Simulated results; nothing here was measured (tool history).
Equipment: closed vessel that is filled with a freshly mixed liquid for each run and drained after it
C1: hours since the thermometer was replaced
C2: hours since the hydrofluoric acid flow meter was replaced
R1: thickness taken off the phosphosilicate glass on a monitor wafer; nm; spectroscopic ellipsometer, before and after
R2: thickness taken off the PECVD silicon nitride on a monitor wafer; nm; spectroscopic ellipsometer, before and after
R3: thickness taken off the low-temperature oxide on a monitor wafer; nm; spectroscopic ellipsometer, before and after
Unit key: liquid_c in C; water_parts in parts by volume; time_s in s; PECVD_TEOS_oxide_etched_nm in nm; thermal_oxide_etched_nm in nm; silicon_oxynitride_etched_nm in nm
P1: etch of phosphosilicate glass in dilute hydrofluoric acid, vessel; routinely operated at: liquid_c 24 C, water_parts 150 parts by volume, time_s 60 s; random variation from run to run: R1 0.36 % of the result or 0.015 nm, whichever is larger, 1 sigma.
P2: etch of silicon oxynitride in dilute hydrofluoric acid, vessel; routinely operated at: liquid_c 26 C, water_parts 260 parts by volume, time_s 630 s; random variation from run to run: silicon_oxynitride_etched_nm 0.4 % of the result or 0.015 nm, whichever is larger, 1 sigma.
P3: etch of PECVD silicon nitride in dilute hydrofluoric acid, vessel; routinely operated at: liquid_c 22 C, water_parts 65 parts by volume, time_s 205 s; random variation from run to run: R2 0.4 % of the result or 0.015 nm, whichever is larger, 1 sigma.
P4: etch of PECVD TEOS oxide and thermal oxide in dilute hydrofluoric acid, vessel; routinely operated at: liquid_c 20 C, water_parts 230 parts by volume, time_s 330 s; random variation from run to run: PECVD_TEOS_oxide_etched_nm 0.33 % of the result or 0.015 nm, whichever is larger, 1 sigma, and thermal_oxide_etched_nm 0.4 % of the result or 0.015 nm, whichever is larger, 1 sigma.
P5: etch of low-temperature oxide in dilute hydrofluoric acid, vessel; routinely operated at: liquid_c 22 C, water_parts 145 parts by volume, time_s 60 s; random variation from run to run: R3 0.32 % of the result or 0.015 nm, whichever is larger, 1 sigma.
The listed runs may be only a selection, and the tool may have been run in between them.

Run 1, hour 6.4: process P1, liquid_c 24 C, water_parts 150 parts by volume, time_s 60 s; C1 516.8; C2 1936.8. Result: R1 29.66 nm.
Run 2, hour 12.6: process P3, liquid_c 22 C, water_parts 20 parts by volume, time_s 205 s; C1 523; C2 1943. Result: R2 31.033 nm.
Run 3, hour 19.9: process P1, liquid_c 24 C, water_parts 150 parts by volume, time_s 60 s; C1 530.3; C2 1950.3. Result: R1 29.713 nm.
Run 4, hour 30.9: process P5, liquid_c 22 C, water_parts 145 parts by volume, time_s 60 s; C1 541.3; C2 1961.3. Result: R3 8.6735 nm.
Run 5, hour 37.1: process P4, liquid_c 20 C, water_parts 230 parts by volume, time_s 330 s; C1 547.5; C2 1967.5. Result: PECVD_TEOS_oxide_etched_nm 25.549 nm, thermal_oxide_etched_nm 4.8723 nm.
Run 6, hour 49.6: process P1, liquid_c 24 C, water_parts 30 parts by volume, time_s 60 s; C1 560; C2 1980. Result: R1 173.24 nm.
Run 7, hour 56.9: process P4, liquid_c 20 C, water_parts 230 parts by volume, time_s 330 s; C1 567.3; C2 1987.3. Result: PECVD_TEOS_oxide_etched_nm 25.59 nm, thermal_oxide_etched_nm 4.8638 nm.
Run 8, hour 63.3: process P5, liquid_c 22 C, water_parts 145 parts by volume, time_s 90 s; C1 573.7; C2 1993.7. Result: R3 12.917 nm.
Run 9, hour 68.8: process P1, liquid_c 17 C, water_parts 150 parts by volume, time_s 60 s; C1 579.2; C2 1999.2. Result: R1 22.46 nm.
Run 10, hour 80.8: process P1, liquid_c 24 C, water_parts 150 parts by volume, time_s 110 s; C1 591.2; C2 2011.2. Result: R1 54.192 nm.
Run 11, hour 89.4: process P1, liquid_c 24 C, water_parts 150 parts by volume, time_s 60 s; C1 599.8; C2 2019.8. Result: R1 29.759 nm.
Run 12, hour 101.9: process P5, liquid_c 22 C, water_parts 240 parts by volume, time_s 60 s; C1 612.3; C2 2032.3. Result: R3 4.7236 nm.
Run 13, hour 111.3: process P2, liquid_c 26 C, water_parts 70 parts by volume, time_s 630 s; C1 621.7; C2 2041.7. Result: silicon_oxynitride_etched_nm 32.551 nm.
Run 14, hour 118.1: process P1, liquid_c 24 C, water_parts 235 parts by volume, time_s 60 s; C1 628.5; C2 2048.5. Result: R1 17.374 nm.
Run 15, hour 125.8: process P1, liquid_c 29 C, water_parts 150 parts by volume, time_s 60 s; C1 636.2; C2 2056.2. Result: R1 35.776 nm.
Run 16, hour 137.2: process P3, liquid_c 22 C, water_parts 65 parts by volume, time_s 205 s; C1 647.6; C2 2067.6. Result: R2 9.9947 nm.
At hour 138: thermometer replaced.
Run 17, hour 148.4: process P3, liquid_c 22 C, water_parts 65 parts by volume, time_s 345 s; C1 10.4; C2 2078.8. Result: R2 16.603 nm.
Run 18, hour 158.8: process P5, liquid_c 30 C, water_parts 145 parts by volume, time_s 60 s; C1 20.8; C2 2089.2. Result: R3 11.725 nm.
Run 19, hour 166.7: process P3, liquid_c 17 C, water_parts 65 parts by volume, time_s 205 s; C1 28.7; C2 2097.1. Result: R2 7.0324 nm.
Run 20, hour 179.4: process P2, liquid_c 34 C, water_parts 260 parts by volume, time_s 630 s; C1 41.4; C2 2109.8. Result: silicon_oxynitride_etched_nm 10.306 nm.
Run 21, hour 186.5: process P1, liquid_c 24 C, water_parts 150 parts by volume, time_s 60 s; C1 48.5; C2 2116.9. Result: R1 29.561 nm.
Run 22, hour 195: process P3, liquid_c 22 C, water_parts 65 parts by volume, time_s 205 s; C1 57; C2 2125.4. Result: R2 9.8894 nm.
Run 23, hour 203.2: process P2, liquid_c 26 C, water_parts 260 parts by volume, time_s 630 s; C1 65.2; C2 2133.6. Result: silicon_oxynitride_etched_nm 7.4733 nm.
Run 24, hour 211.7: process P4, liquid_c 20 C, water_parts 230 parts by volume, time_s 30 s; C1 73.7; C2 2142.1. Result: PECVD_TEOS_oxide_etched_nm 2.2926 nm, thermal_oxide_etched_nm 0.45315 nm.
Run 25, hour 222: process P2, liquid_c 26 C, water_parts 260 parts by volume, time_s 630 s; C1 84; C2 2152.4. Result: silicon_oxynitride_etched_nm 7.4634 nm.
Run 26, hour 234.2: process P5, liquid_c 22 C, water_parts 145 parts by volume, time_s 60 s; C1 96.2; C2 2164.6. Result: R3 8.6452 nm.
Run 27, hour 240.6: process P4, liquid_c 20 C, water_parts 50 parts by volume, time_s 330 s; C1 102.6; C2 2171. Result: PECVD_TEOS_oxide_etched_nm 142.88 nm, thermal_oxide_etched_nm 27.093 nm.
Run 28, hour 253.2: process P1, liquid_c 24 C, water_parts 150 parts by volume, time_s 35 s; C1 115.2; C2 2183.6. Result: R1 17.398 nm.
Run 29, hour 260.7: process P2, liquid_c 26 C, water_parts 260 parts by volume, time_s 1190 s; C1 122.7; C2 2191.1. Result: silicon_oxynitride_etched_nm 14.165 nm.
Run 30, hour 266.8: process P1, liquid_c 24 C, water_parts 150 parts by volume, time_s 60 s; C1 128.8; C2 2197.2. Result: R1 29.68 nm.
Run 31, hour 272.5: process P1, liquid_c 28.5 C, water_parts 150 parts by volume, time_s 30 s; C1 134.5; C2 2202.9. Result: R1 17.544 nm.
Run 32, hour 280.8: process P4, liquid_c 25.5 C, water_parts 230 parts by volume, time_s 330 s; C1 142.8; C2 2211.2. Result: PECVD_TEOS_oxide_etched_nm 31.159 nm, thermal_oxide_etched_nm 5.9717 nm.
Run 33, hour 292.8: process P1, liquid_c 24 C, water_parts 150 parts by volume, time_s 60 s; C1 154.8; C2 2223.2. Result: R1 29.616 nm.
Run 34, hour 305.2: process P1, liquid_c 24 C, water_parts 150 parts by volume, time_s 60 s; C1 167.2; C2 2235.6. Result: R1 31.238 nm.
Run 35, hour 312.2: process P1, liquid_c 24 C, water_parts 150 parts by volume, time_s 60 s; C1 174.2; C2 2242.6. Result: R1 31.597 nm.
Run 36, hour 323.9: process P1, liquid_c 24 C, water_parts 150 parts by volume, time_s 60 s; C1 185.9; C2 2254.3. Result: R1 32.222 nm.
Run 37, hour 332.1: process P1, liquid_c 24 C, water_parts 150 parts by volume, time_s 60 s; C1 194.1; C2 2262.5. Result: R1 32.402 nm.
Run 38, hour 341.7: process P1, liquid_c 24 C, water_parts 150 parts by volume, time_s 60 s; C1 203.7; C2 2272.1. Result: R1 32.608 nm.

Expected results for the next run?
Run 39, hour 347.5: process P1, liquid_c 24 C, water_parts 150 parts by volume, time_s 60 s; C1 209.5; C2 2277.9. Result: R1 ?.

R1: 32.446 nm
